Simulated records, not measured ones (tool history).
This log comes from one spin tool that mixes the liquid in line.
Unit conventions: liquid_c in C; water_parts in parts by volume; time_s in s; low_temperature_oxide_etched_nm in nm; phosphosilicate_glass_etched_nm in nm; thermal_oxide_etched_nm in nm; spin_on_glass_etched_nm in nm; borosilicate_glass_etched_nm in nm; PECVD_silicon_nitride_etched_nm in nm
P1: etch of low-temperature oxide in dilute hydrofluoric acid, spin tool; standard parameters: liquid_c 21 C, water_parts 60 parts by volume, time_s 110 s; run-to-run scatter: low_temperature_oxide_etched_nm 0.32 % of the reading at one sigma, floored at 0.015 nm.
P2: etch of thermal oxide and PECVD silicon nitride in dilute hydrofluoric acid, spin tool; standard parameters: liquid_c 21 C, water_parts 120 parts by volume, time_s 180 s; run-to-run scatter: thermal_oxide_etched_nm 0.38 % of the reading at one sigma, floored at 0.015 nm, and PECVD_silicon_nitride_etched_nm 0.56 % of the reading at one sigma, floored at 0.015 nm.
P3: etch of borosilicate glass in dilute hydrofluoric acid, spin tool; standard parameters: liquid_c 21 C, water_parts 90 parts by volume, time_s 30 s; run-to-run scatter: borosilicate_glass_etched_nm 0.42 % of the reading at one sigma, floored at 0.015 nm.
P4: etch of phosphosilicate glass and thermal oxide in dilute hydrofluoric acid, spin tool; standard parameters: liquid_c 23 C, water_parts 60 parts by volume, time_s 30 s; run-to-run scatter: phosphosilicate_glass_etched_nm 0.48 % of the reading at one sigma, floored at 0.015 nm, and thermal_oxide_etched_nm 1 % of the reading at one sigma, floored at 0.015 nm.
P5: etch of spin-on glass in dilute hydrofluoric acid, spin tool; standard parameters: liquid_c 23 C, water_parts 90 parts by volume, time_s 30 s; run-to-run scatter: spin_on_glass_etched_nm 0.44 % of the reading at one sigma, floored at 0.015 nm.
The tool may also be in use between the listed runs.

run	hour	process	liquid_c	water_parts	time_s	low_temperature_oxide_etched_nm	phosphosilicate_glass_etched_nm	thermal_oxide_etched_nm	spin_on_glass_etched_nm	borosilicate_glass_etched_nm	PECVD_silicon_nitride_etched_nm
1	3.5	P1	21	60	110	44.889					
2	7	P1	21	60	110	44.965					
3	9.8	P1	17	60	110	37.836					
4	13.7	P1	21	60	60	24.353					
5	17.5	P4	23	60	30		49.025	2.4662			
6	20.2	P5	17	90	30				12.947		
7	23.2	P1	21	60	110	44.668					
8	26.8	P5	23	90	30				16.564		
9	29.3	P4	23	60	30		48.83	2.4813			
10	32	P3	17	90	30					5.4159	
11	34.1	P3	21	90	55					11.879	
12	38.4	P5	23	25	30				64.73		
13	42.6	P2	21	120	180			6.1616			4.1177
14	46.6	P1	21	60	110	44.91					
15	51	P1	21	85	155	43.263					
16	55.3	P1	26.5	60	110	56.268					
17	58.6	P2	21	120	295			10.028			6.7193
18	61.1	P2	28.5	120	180			8.1643			6.6186
19	64.7	P1	21	60	215	87.164					
20	67	P4	23	60	60		97.445	5.0092			
21	69.1	P1	21	60	110	44.645					
22	72.7	P1	21	100	110	25.597					
23	76.2	P3	21	40	30					15.426	
24	80.2	P2	21	120	180			6.1291			4.1485
25	82.6	P3	21	90	30					6.4247	
# hour 85.4: hydrofluoric acid flow meter replaced
26	87	P2	21	20	180			41.208			23.38
27	89.5	P5	23	90	15				8.2315		
28	93.6	P4	29.5	60	30		63.619	3.2678			
29	96.4	P4	23	100	30		27.889	1.4144			
30	99.4	P1	21	20	110	140.86					
31	103.5	P1	21	60	110	44.848					
32	107.5	P1	21	60	110	46.399					
33	110.4	P1	21	60	110	47.07					
34	112.8	P1	21	60	110	47.762					
35	116.1	P1	21	60	110	47.854					
36	119.6	P1	21	60	110	48.264					
37	123.4	P1	21	60	110	48.579					
38	127	P1	21	60	110	48.697					
39	131.5	P1	21	60	110	48.884					
40	133.7	P1	21	60	110	49.092					
41	137.4	P1	21	60	110	49.146					
42	141.7	P1	21	60	110	49.266					

What P1 gives has crept off from where it sat before. The 2 causes that follow fit the log equally well, each at the size noted:
A: hydrofluoric acid flow above the setpoint (%) = 9.02
B: liquid hotter than its thermometer reads (K) = 2.24
The onset of the drift is placed at about hour 103.5.

Which of the 4 check runs listed below separates the causes, so that each cause would produce a clearly different result? Each run uses one wafer, and its results are marked with question marks.
check 1	146	P5	23	90	30				?		
check 2	146	P3	21	90	30					?	
check 3	146	P2	21	120	180			?			?
check 4	146	P4	23	60	30		?	?			

Predicted outcomes, by check and by cause:
check	result	if A	if B
check 1	spin_on_glass_etched_nm	18.252	18.139
check 2	borosilicate_glass_etched_nm	7.0892	7.0594
check 3	thermal_oxide_etched_nm	6.7462	6.6895
check 3	PECVD_silicon_nitride_etched_nm	4.4767	4.7733
check 4	phosphosilicate_glass_etched_nm	53.646	53.578
check 4	thermal_oxide_etched_nm	2.7373	2.7338
How far apart the two closest causes lie, in the result that separates them most: check 1 0.62 %; check 2 0.42 %; check 3 6.41 %; check 4 0.13 %
Check 3 tells the causes apart: in the others they would give nearly the same result.

Then check 3 was run and gave: thermal_oxide_etched_nm 6.7081 nm; PECVD_silicon_nitride_etched_nm 4.773 nm. Which cause is it?

The correct cause is B, namely: liquid hotter than its thermometer reads (K).

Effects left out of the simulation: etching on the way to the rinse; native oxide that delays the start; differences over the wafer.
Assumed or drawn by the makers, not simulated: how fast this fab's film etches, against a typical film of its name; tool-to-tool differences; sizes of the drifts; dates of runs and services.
